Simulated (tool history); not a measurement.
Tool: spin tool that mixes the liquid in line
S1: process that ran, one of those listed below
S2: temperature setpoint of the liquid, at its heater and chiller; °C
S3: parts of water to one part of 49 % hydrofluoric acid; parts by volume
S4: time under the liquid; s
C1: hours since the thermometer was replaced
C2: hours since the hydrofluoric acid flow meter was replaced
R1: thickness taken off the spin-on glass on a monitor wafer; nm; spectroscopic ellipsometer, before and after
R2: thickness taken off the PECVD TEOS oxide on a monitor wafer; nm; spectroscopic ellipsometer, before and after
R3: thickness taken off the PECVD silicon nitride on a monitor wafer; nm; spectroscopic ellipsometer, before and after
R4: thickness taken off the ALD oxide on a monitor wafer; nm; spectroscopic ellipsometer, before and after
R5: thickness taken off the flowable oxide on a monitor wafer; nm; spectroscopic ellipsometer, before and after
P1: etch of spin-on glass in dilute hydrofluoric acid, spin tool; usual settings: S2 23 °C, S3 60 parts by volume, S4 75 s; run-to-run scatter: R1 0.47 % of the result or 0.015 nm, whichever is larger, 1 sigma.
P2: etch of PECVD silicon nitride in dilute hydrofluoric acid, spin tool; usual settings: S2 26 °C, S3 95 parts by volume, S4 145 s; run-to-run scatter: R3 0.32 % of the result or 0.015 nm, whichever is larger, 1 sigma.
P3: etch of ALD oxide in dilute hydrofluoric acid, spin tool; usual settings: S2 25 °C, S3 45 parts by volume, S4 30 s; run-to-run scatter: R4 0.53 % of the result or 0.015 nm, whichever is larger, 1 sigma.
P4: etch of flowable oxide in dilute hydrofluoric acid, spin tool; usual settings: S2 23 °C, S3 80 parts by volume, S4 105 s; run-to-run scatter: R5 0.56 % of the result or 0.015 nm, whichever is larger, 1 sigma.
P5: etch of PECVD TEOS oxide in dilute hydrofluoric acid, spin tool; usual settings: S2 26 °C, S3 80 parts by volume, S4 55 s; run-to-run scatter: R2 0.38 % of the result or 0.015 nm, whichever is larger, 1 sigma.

run	hour	S1	S2	S3	S4	C1	C2	R1	R2	R3	R4	R5
1	7.4	P1	23	60	75	318.5	361.4	34.675				
2	16.6	P5	26	130	55	327.7	370.6		7.0991			
3	22.2	P1	17	60	75	333.3	376.2	26.698				
4	29.8	P2	26	160	145	340.9	383.8			5.0016		
5	36.2	P1	23	60	75	347.3	390.2	34.922				
6	46.9	P3	25	45	15	358	400.9				9.1074	
7	52.6	P1	23	110	75	363.7	406.6	17.986				
8	57.6	P4	23	80	175	368.7	411.6					72.267
9	63.1	P3	25	65	30	374.2	417.1				12.209	
10	68.2	P5	26	80	55	379.3	422.2		12.328			
11	75.6	P1	23	30	75	386.7	429.6	71.92				
12	83.1	P4	23	125	105	394.2	437.1					26.33
13	92.6	P1	23	60	75	403.7	446.6	34.754				
14	101.1	P3	25	45	30	412.2	455.1				18.119	
15	109.9	P2	26	95	145	421	463.9			8.413		
16	120.2	P1	23	60	120	431.3	474.2	55.661				
17	126.8	P4	23	80	105	437.9	480.8					43.64
18	133.3	P2	26	95	210	444.4	487.3			12.205		
19	143.4	P1	23	60	35	454.5	497.4	16.14				
20	151	P5	32	80	55	462.1	505		15.481			
21	160.5	P5	26	80	80	471.6	514.5		17.94			
22	170.3	P1	30	25	75	481.4	524.3	117.24				
23	180.5	P1	23	60	75	491.6	534.5	34.68				
24	191.3	P3	32.5	45	30	502.4	545.3				24.351	
25	197.3	P2	22	95	145	508.4	551.3			6.5016		
26	207.9	P2	26	95	145	519	561.9			8.3924		
27	213.4	P4	19	80	105	524.5	567.4					36.538
28	219.4	P1	27.5	60	75	530.5	573.4	41.703				
29	227.4	P1	23	60	75	538.5	581.4	34.556				
30	234.5	P1	23	60	75	545.6	588.5	33.218				
31	240.3	P1	23	60	75	551.4	594.3	32.743				
32	248.8	P1	23	60	75	559.9	602.8	32.125				
33	254.9	P1	23	60	75	566	608.9	31.789				
34	264.4	P1	23	60	75	575.5	618.4	31.485				
35	271.9	P1	23	60	75	583	625.9	31.83				
36	281	P1	23	60	75	592.1	635	31.482				

What P1 gives has crept away from where it was. These 2 causes fit the log equally well, each at the size given:
A: hydrofluoric acid flow below the setpoint (%) = 8.31
B: liquid colder than its thermometer reads (K) = 2.26
The creep began at about hour 227.4.

4 check runs are offered, one wafer each, their results left as question marks. Which one tells the causes apart?
check 1	290.1	P4	23	80	105							?
check 2	290.1	P3	25	45	30						?	
check 3	290.1	P5	26	80	55				?			
check 4	290.1	P2	26	95	145					?		

What each check would give under each cause:
check	result	if A	if B
check 1	R5	39.423	39.546
check 2	R4	16.52	16.502
check 3	R2	11.182	11.251
check 4	R3	7.7179	7.2534
How far apart the two closest causes lie, in the result that separates them most: check 1 0.31 %; check 2 0.11 %; check 3 0.61 %; check 4 6.21 %
Only check 4 tells the causes apart: in the others they would give nearly the same result.

Check 4 was then run and gave: R3 7.1937 nm. Which cause is it?

It is B: liquid colder than its thermometer reads (K).

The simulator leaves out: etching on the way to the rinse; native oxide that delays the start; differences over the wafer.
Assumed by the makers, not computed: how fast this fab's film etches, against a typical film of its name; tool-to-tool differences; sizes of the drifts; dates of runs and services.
